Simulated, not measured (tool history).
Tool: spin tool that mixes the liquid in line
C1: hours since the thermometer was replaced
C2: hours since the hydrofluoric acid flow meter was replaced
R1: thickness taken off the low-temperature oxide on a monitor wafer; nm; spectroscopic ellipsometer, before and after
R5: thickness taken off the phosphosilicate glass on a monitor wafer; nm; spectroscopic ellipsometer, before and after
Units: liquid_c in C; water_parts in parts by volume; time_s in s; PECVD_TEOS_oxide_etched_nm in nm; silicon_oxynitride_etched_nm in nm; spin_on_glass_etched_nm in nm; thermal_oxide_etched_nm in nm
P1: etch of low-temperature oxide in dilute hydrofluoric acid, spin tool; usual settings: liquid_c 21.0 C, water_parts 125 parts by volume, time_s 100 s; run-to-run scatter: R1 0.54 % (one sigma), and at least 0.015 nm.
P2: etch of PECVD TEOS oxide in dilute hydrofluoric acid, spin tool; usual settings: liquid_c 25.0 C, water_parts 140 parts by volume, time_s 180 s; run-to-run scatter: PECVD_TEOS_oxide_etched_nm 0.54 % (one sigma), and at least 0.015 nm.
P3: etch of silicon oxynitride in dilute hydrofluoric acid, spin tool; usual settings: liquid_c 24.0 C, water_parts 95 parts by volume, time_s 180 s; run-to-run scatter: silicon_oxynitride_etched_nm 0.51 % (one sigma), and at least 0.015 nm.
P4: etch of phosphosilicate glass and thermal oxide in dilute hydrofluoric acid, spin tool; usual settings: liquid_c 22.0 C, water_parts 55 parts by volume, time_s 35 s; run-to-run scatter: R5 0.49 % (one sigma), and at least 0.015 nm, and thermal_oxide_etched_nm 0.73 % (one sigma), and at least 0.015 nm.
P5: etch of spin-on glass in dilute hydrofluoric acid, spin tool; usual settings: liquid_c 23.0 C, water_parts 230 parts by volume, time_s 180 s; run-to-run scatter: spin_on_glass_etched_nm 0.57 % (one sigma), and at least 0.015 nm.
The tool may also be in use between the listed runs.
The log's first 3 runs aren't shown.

Run 4, hour 26.7: process P3, liquid_c 24.0 C, water_parts 95 parts by volume, time_s 180 s; C1 449.8; C2 172.1. Result: silicon_oxynitride_etched_nm 8.9927 nm.
Run 5, hour 31.2: process P3, liquid_c 24.0 C, water_parts 175 parts by volume, time_s 180 s; C1 454.3; C2 176.6. Result: silicon_oxynitride_etched_nm 4.5761 nm.
Run 6, hour 40.4: process P1, liquid_c 17.0 C, water_parts 125 parts by volume, time_s 180 s; C1 463.5; C2 185.8. Result: R1 18.7940 nm.
Run 7, hour 47.6: process P5, liquid_c 17.0 C, water_parts 230 parts by volume, time_s 180 s; C1 470.7; C2 193.0. Result: spin_on_glass_etched_nm 20.2020 nm.
Run 8, hour 57.3: process P3, liquid_c 24.0 C, water_parts 95 parts by volume, time_s 180 s; C1 480.4; C2 202.7. Result: silicon_oxynitride_etched_nm 8.9364 nm.
Run 9, hour 66.4: process P4, liquid_c 22.0 C, water_parts 55 parts by volume, time_s 15 s; C1 489.5; C2 211.8. Result: R5 26.274 nm, thermal_oxide_etched_nm 1.2134 nm.
Run 10, hour 74.7: process P3, liquid_c 17.0 C, water_parts 95 parts by volume, time_s 180 s; C1 497.8; C2 220.1. Result: silicon_oxynitride_etched_nm 6.2582 nm.
Run 11, hour 81.7: process P1, liquid_c 21.0 C, water_parts 125 parts by volume, time_s 100 s; C1 504.8; C2 227.1. Result: R1 12.3620 nm.
Run 12, hour 89.6: process P3, liquid_c 24.0 C, water_parts 95 parts by volume, time_s 315 s; C1 512.7; C2 235.0. Result: silicon_oxynitride_etched_nm 15.7930 nm.
Run 13, hour 98.1: process P4, liquid_c 22.0 C, water_parts 55 parts by volume, time_s 35 s; C1 521.2; C2 243.5. Result: R5 60.848 nm, thermal_oxide_etched_nm 2.8094 nm.
Run 14, hour 104.8: process P5, liquid_c 23.0 C, water_parts 230 parts by volume, time_s 50 s; C1 527.9; C2 250.2. Result: spin_on_glass_etched_nm 6.9938 nm.
Run 15, hour 113.4: process P1, liquid_c 17.0 C, water_parts 125 parts by volume, time_s 45 s; C1 536.5; C2 258.8. Result: R1 4.7521 nm.
Run 16, hour 118.5: process P4, liquid_c 22.0 C, water_parts 100 parts by volume, time_s 35 s; C1 541.6; C2 263.9. Result: R5 31.577 nm, thermal_oxide_etched_nm 1.4678 nm.
Run 17, hour 128.1: process P2, liquid_c 32.5 C, water_parts 140 parts by volume, time_s 180 s; C1 551.2; C2 273.5. Result: PECVD_TEOS_oxide_etched_nm 26.260 nm.
Run 18, hour 135.5: process P4, liquid_c 28.5 C, water_parts 55 parts by volume, time_s 35 s; C1 558.6; C2 280.9. Result: R5 79.117 nm, thermal_oxide_etched_nm 3.6686 nm.
Run 19, hour 141.9: process P1, liquid_c 21.0 C, water_parts 125 parts by volume, time_s 170 s; C1 565.0; C2 287.3. Result: R1 20.7900 nm.
Run 20, hour 148.3: process P2, liquid_c 25.0 C, water_parts 205 parts by volume, time_s 180 s; C1 571.4; C2 293.7. Result: PECVD_TEOS_oxide_etched_nm 12.572 nm.
Run 21, hour 157.3: process P1, liquid_c 26.0 C, water_parts 125 parts by volume, time_s 100 s; C1 580.4; C2 302.7. Result: R1 15.0720 nm.
Run 22, hour 166.7: process P1, liquid_c 21.0 C, water_parts 205 parts by volume, time_s 100 s; C1 589.8; C2 312.1. Result: R1 6.8735 nm.
Run 23, hour 174.2: process P1, liquid_c 21.0 C, water_parts 40 parts by volume, time_s 100 s; C1 597.3; C2 319.6. Result: R1 42.2870 nm.
Run 24, hour 183.4: process P1, liquid_c 17.0 C, water_parts 125 parts by volume, time_s 190 s; C1 606.5; C2 328.8. Result: R1 19.9010 nm.
Run 25, hour 189.0: process P2, liquid_c 25.0 C, water_parts 140 parts by volume, time_s 180 s; C1 612.1; C2 334.4. Result: PECVD_TEOS_oxide_etched_nm 19.904 nm.
Run 26, hour 193.6: process P1, liquid_c 21.0 C, water_parts 125 parts by volume, time_s 100 s; C1 616.7; C2 339.0. Result: R1 12.2460 nm.
Run 27, hour 198.1: process P1, liquid_c 21.0 C, water_parts 125 parts by volume, time_s 45 s; C1 621.2; C2 343.5. Result: R1 5.5834 nm.

The next listed run, before its measurement:
Run 28, hour 206.9: process P1, liquid_c 21.0 C, water_parts 125 parts by volume, time_s 100 s; C1 630.0; C2 352.3. Result: R1 ?.

Run 28 gave R1 12.4560 nm.

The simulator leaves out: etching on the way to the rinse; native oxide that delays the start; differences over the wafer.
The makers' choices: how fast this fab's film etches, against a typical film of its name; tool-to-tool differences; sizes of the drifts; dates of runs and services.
